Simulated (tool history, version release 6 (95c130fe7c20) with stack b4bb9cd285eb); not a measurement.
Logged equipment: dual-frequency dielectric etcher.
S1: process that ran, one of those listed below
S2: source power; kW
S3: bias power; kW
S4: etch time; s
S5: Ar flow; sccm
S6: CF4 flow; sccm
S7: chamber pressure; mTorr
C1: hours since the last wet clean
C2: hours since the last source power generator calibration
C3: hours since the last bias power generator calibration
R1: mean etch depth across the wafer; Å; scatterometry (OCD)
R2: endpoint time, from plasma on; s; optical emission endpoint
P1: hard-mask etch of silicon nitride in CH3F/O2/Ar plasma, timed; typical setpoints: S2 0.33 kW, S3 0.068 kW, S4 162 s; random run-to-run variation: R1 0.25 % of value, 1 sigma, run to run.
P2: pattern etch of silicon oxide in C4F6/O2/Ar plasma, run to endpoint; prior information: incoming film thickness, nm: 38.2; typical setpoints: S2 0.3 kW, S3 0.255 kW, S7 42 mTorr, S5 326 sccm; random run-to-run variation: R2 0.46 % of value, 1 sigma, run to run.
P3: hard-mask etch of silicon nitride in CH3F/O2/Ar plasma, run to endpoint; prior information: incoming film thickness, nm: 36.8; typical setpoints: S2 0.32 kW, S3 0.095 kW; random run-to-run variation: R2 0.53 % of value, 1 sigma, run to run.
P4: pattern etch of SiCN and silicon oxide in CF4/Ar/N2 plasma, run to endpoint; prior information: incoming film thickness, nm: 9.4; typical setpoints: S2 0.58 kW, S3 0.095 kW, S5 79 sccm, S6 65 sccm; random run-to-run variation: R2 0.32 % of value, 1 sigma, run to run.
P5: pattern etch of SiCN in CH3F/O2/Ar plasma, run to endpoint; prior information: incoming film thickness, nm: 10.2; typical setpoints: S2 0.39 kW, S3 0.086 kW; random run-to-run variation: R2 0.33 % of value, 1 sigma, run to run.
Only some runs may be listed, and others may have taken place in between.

run	hour	S1	S2	S3	S4	S5	S6	S7	C1	C2	C3	R1	R2
1	7.5	P1	0.33	0.068	162				396.4	1915	1010.3	1052.3	
2	12.5	P5	0.39	0.086					401.4	1920	1015.3		26.193
3	22.4	P3	0.32	0.095					411.3	1929.9	1025.2		52.268
4	31.5	P4	0.47	0.095		79	65		420.4	1939	1034.3		9.3162
5	36.4	P1	0.26	0.068	162				425.3	1943.9	1039.2	965.77	
6	42.8	P1	0.33	0.068	162				431.7	1950.3	1045.6	1056.9	
7	49.2	P2	0.3	0.255		326		42	438.1	1956.7	1052		12.672
8	58.8	P1	0.33	0.096	162				447.7	1966.3	1061.6	1191.3	
9	68.5	P1	0.33	0.068	162				457.4	1976	1071.3	1055.2	
10	77.6	P2	0.3	0.346		326		42	466.5	1985.1	1080.4		11.351
11	85.3	P4	0.58	0.071		79	65		474.2	1992.8	1088.1		8.51
12	92.1	P1	0.33	0.068	162				481	1999.6	1094.9	1055.1	
13	101.8	P4	0.58	0.095		51	65		490.7	2009.3	1104.6		7.3305
14	107.5	P5	0.39	0.086					496.4	2015	1110.3		26.18
15	116.5	P2	0.3	0.255		202		42	505.4	2024	1119.3		11.955
16	126.9	P3	0.32	0.061					515.8	2034.4	1129.7		60.859
17	132.1	P4	0.58	0.095		79	49		521	2039.6	1134.9		8.0662
18	141.3	P2	0.3	0.255		326		42	530.2	2048.8	1144.1		12.721
19	151.4	P1	0.33	0.068	162				540.3	2058.9	1154.2	1050.2	
20	156.6	P1	0.33	0.068	162				545.5	2064.1	1159.4	1053.3	
21	165.2	P3	0.41	0.095					554.1	2072.7	1168		47.583
22	172.4	P4	0.58	0.095		79	65		561.3	2079.9	1175.2		7.7507
23	180.2	P1	0.4	0.068	162				569.1	2087.7	1183	1133.2	
24	189.5	P1	0.21	0.068	214				578.4	2097	1192.3	1175.4	
25	196	P5	0.5	0.086					584.9	2103.5	1198.8		23.937
26	206.3	P1	0.33	0.068	113.5				595.2	2113.8	1209.1	737.48	
27	216.7	P1	0.33	0.055	162				605.6	2124.2	1219.5	978.65	
28	221.4	P2	0.3	0.255		326		30	610.3	2128.9	1224.2		12.247
29	229.3	P1	0.33	0.068	201				618.2	2136.8	1232.1	1303.1	
30	236.3	P1	0.42	0.068	112				625.2	2143.8	1239.1	798.83	
31	246	P5	0.39	0.106					634.9	2153.5	1248.8		24.22
32	252.4	P2	0.23	0.255		326		42	641.3	2159.9	1255.2		14.102

Forecast run 33:
33	257.9	P1	0.33	0.068	162				646.8	2165.4	1260.7	?	

{"run 33": {"R1": 1054.1}}
